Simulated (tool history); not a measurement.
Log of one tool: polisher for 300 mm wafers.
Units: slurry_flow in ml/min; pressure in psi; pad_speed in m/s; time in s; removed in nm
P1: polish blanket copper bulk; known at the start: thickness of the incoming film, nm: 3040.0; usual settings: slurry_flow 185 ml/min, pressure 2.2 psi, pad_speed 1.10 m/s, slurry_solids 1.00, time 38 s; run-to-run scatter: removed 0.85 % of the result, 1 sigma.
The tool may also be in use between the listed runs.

run 1 day=0.475 | slurry_flow=185 pressure=2.2 pad_speed=1.10 slurry_solids=1.00 time=38 | removed=354.09
run 2 day=0.704 | slurry_flow=185 pressure=2.2 pad_speed=1.10 slurry_solids=0.65 time=38 | removed=325.54
run 3 day=1.175 | slurry_flow=185 pressure=2.2 pad_speed=1.10 slurry_solids=1.00 time=38 | removed=359.05
run 4 day=1.442 | slurry_flow=185 pressure=2.2 pad_speed=1.10 slurry_solids=1.45 time=38 | removed=392.71
run 5 day=1.846 | slurry_flow=185 pressure=2.2 pad_speed=1.10 slurry_solids=1.00 time=28 | removed=264.43
run 6 day=2.246 | slurry_flow=185 pressure=1.3 pad_speed=1.10 slurry_solids=1.00 time=38 | removed=206.86
run 7 day=2.638 | slurry_flow=185 pressure=2.2 pad_speed=1.10 slurry_solids=1.00 time=38 | removed=360.38
run 8 day=3.029 | slurry_flow=185 pressure=2.2 pad_speed=1.10 slurry_solids=1.00 time=57 | removed=532.09
run 9 day=3.342 | slurry_flow=275 pressure=2.2 pad_speed=1.10 slurry_solids=1.00 time=25 | removed=242.79
run 10 day=3.650 | slurry_flow=110 pressure=2.2 pad_speed=1.10 slurry_solids=1.00 time=38 | removed=329.27
run 11 day=3.912 | slurry_flow=250 pressure=2.2 pad_speed=1.10 slurry_solids=1.00 time=38 | removed=373.86
run 12 day=4.292 | slurry_flow=185 pressure=2.2 pad_speed=1.10 slurry_solids=1.00 time=38 | removed=355.20
run 13 day=4.654 | slurry_flow=185 pressure=2.2 pad_speed=0.78 slurry_solids=1.00 time=38 | removed=254.20
run 14 day=5.058 | slurry_flow=185 pressure=2.2 pad_speed=1.10 slurry_solids=1.00 time=38 | removed=359.52
run 15 day=5.550 | slurry_flow=115 pressure=2.2 pad_speed=1.10 slurry_solids=1.00 time=52 | removed=447.58
run 16 day=5.979 | slurry_flow=185 pressure=3.1 pad_speed=1.10 slurry_solids=1.00 time=38 | removed=505.30
run 17 day=6.350 | slurry_flow=185 pressure=2.2 pad_speed=1.54 slurry_solids=1.00 time=38 | removed=500.60
run 18 day=6.842 | slurry_flow=185 pressure=2.2 pad_speed=1.10 slurry_solids=1.00 time=38 | removed=357.26
run 19 day=7.071 | slurry_flow=185 pressure=2.2 pad_speed=1.10 slurry_solids=1.00 time=38 | removed=355.26
run 20 day=7.467 | slurry_flow=185 pressure=2.2 pad_speed=1.10 slurry_solids=1.00 time=38 | removed=353.36
run 21 day=7.746 | slurry_flow=185 pressure=2.2 pad_speed=1.10 slurry_solids=1.00 time=38 | removed=346.64
run 22 day=8.188 | slurry_flow=185 pressure=2.2 pad_speed=1.10 slurry_solids=1.00 time=38 | removed=341.22
run 23 day=8.592 | slurry_flow=185 pressure=2.2 pad_speed=1.10 slurry_solids=1.00 time=38 | removed=334.87
-- day=8.879 head pressure recalibrated
run 24 day=8.975 | slurry_flow=185 pressure=2.2 pad_speed=1.10 slurry_solids=1.00 time=38 | removed=331.44
-- day=9.150 slurry blender recalibrated
run 25 day=9.379 | slurry_flow=185 pressure=2.2 pad_speed=1.10 slurry_solids=1.00 time=38 | removed=337.06
run 26 day=9.604 | slurry_flow=185 pressure=2.2 pad_speed=1.10 slurry_solids=1.00 time=38 | removed=338.92
run 27 day=10.050 | slurry_flow=185 pressure=2.2 pad_speed=1.10 slurry_solids=1.00 time=38 | removed=331.44
run 28 day=10.483 | slurry_flow=185 pressure=2.2 pad_speed=1.10 slurry_solids=1.00 time=38 | removed=334.58
run 29 day=10.738 | slurry_flow=185 pressure=2.2 pad_speed=1.10 slurry_solids=1.00 time=38 | removed=332.47

What P1 gives has crept away from where it was. These 2 causes fit the log equally well, each at the size given:
A: slurry flow missing at the pad, % = 34.4
B: removal rate lost through wear of the pad, % = 7.03
The creep began at about day 6.842.
Why every other cause is out:
head's pressure below its setpoint, %: serviced at day 8.879, which brought nothing back
abrasive missing from the slurry, %: serviced at day 9.150, which brought nothing back

4 check runs are offered, each on 2 wafers whose results are averaged, their results left as question marks. Which one tells the causes apart?
run check 1 day=10.992 | slurry_flow=185 pressure=2.2 pad_speed=1.10 slurry_solids=1.00 time=57 | removed=?
run check 2 day=10.992 | slurry_flow=185 pressure=2.2 pad_speed=1.10 slurry_solids=1.30 time=38 | removed=?
run check 3 day=10.992 | slurry_flow=110 pressure=2.2 pad_speed=0.82 slurry_solids=1.00 time=38 | removed=?
run check 4 day=10.992 | slurry_flow=185 pressure=1.4 pad_speed=1.10 slurry_solids=1.00 time=53 | removed=?

What each check would give under each cause:
check=check_1 result=removed if_A=497.39 if_B=497.41
check=check_2 result=removed if_A=351.08 if_B=351.09
check=check_3 result=removed if_A=215.43 if_B=224.94
check=check_4 result=removed if_A=294.31 if_B=294.32
How far apart the two closest causes lie, in the result that separates them most: check 1 0 %; check 2 0 %; check 3 4.32 %; check 4 0 %
Check 3 tells the causes apart: in the others they would give nearly the same result.

Check 3 was then run and gave: removed 214.61 nm. Which cause is it?

It is A: slurry flow missing at the pad, %.
